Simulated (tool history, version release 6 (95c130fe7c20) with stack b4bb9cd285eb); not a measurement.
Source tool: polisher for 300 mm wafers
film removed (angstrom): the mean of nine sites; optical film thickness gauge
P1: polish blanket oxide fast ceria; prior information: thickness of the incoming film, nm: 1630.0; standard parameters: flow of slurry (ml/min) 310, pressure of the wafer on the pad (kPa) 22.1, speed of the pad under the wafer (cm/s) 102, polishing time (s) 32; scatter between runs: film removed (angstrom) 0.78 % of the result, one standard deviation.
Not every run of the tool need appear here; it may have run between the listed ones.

run	day	flow of slurry (ml/min)	pressure of the wafer on the pad (kPa)	speed of the pad under the wafer (cm/s)	polishing time (s)	wafers polished on this pad	hours since the slurry nozzle was cleaned	hours since the head pressure was calibrated	film removed (angstrom)
1	0.304	310	22.1	102	32	120	586.8	95.2	4855.1
2	0.542	310	9.7	102	32	159	592.5	100.9	2157.6
3	0.838	310	22.1	102	32	208	599.6	108	4955.8
4	1.058	185	22.1	102	32	244	604.9	113.3	4556.7
5	1.267	310	22.1	128	32	279	609.9	118.3	6189.2
6	1.746	310	22.1	102	32	358	621.4	129.8	4958.9
7	2.229	310	22.1	102	14	438	633	141.4	2149.1
8	2.562	310	22.1	102	32	493	641	149.4	4912.4
9	2.875	310	22.1	102	32	544	648.5	156.9	4943.4
10	3.279	310	22.1	102	32	611	658.2	166.6	4887.2
11	3.729	310	22.1	102	42	686	669	177.4	6456.6
12	3.958	385	22.1	140	32	723	674.5	182.9	6860.9
13	4.296	435	22.1	102	32	779	682.6	191	5033.9
14	4.733	310	22.1	50	32	852	693.1	201.5	2385.8
15	5.062	310	33.8	102	32	906	701	209.4	7550.5
16	5.317	310	22.1	102	32	948	707.1	215.5	4890.6
17	5.712	310	22.1	102	32	1013	716.6	225	4862.5
18	5.946	310	22.1	102	32	1052	722.2	230.6	4816.2
19	6.2	310	22.1	102	32	1094	728.3	236.7	4720
20	6.642	310	22.1	102	32	1167	738.9	247.3	4735.4
# day 6.921: worn pad replaced by a new one
21	7.121	310	22.1	102	32	33	750.4	258.8	4714.6
22	7.488	310	22.1	102	32	93	759.2	267.6	4703.8
23	7.704	310	22.1	102	32	129	764.4	272.8	4672.7
24	8.171	310	22.1	102	32	206	775.6	284	4659.5
25	8.458	310	22.1	102	32	254	782.5	290.9	4653.6
26	8.683	310	22.1	102	32	291	787.9	296.3	4634.2

The log shows P1 creeping away from where it was. Any of the 2 causes listed here, at the size stated for it, fits the log just as well as the others:
A: head's pressure below its setpoint, % = 5.33
B: slurry flow missing at the pad, % = 38.9
Onset of the creep was near day 5.317.
The rest of the possible causes, and what rules out each one:
removal rate lost through wear of the pad, %: serviced at day 6.921, after the change had begun; the process did not return to its earlier output

You are offered 4 check runs, listed below with question marks in place of their results; each one averages 5 wafers. Which run separates the listed causes by giving clearly different results for each?
check 1	8.908	205	22.1	102	32				?
check 2	8.908	310	10.3	54	32				?
check 3	8.908	310	22.1	64	16				?
check 4	8.908	310	13.8	72	32				?

Outcome of each check run for each possible cause:
check	result	if A	if B
check 1	film removed (angstrom)	4453	4338.5
check 2	film removed (angstrom)	1155	1154.9
check 3	film removed (angstrom)	1460.2	1460.1
check 4	film removed (angstrom)	2053.4	2053.2
Distance between the nearest two causes, measured in the result of the check that separates them most: check 1 2.6 %; check 2 0.01 %; check 3 0.01 %; check 4 0.01 %
Only in check 1 would the causes give clearly different results; in the remaining checks their results would be nearly the same.

Check 1 has now been run. It gave: film removed (angstrom) 4358.8. Which of the candidate causes is it?

B is the cause: slurry flow missing at the pad, %.
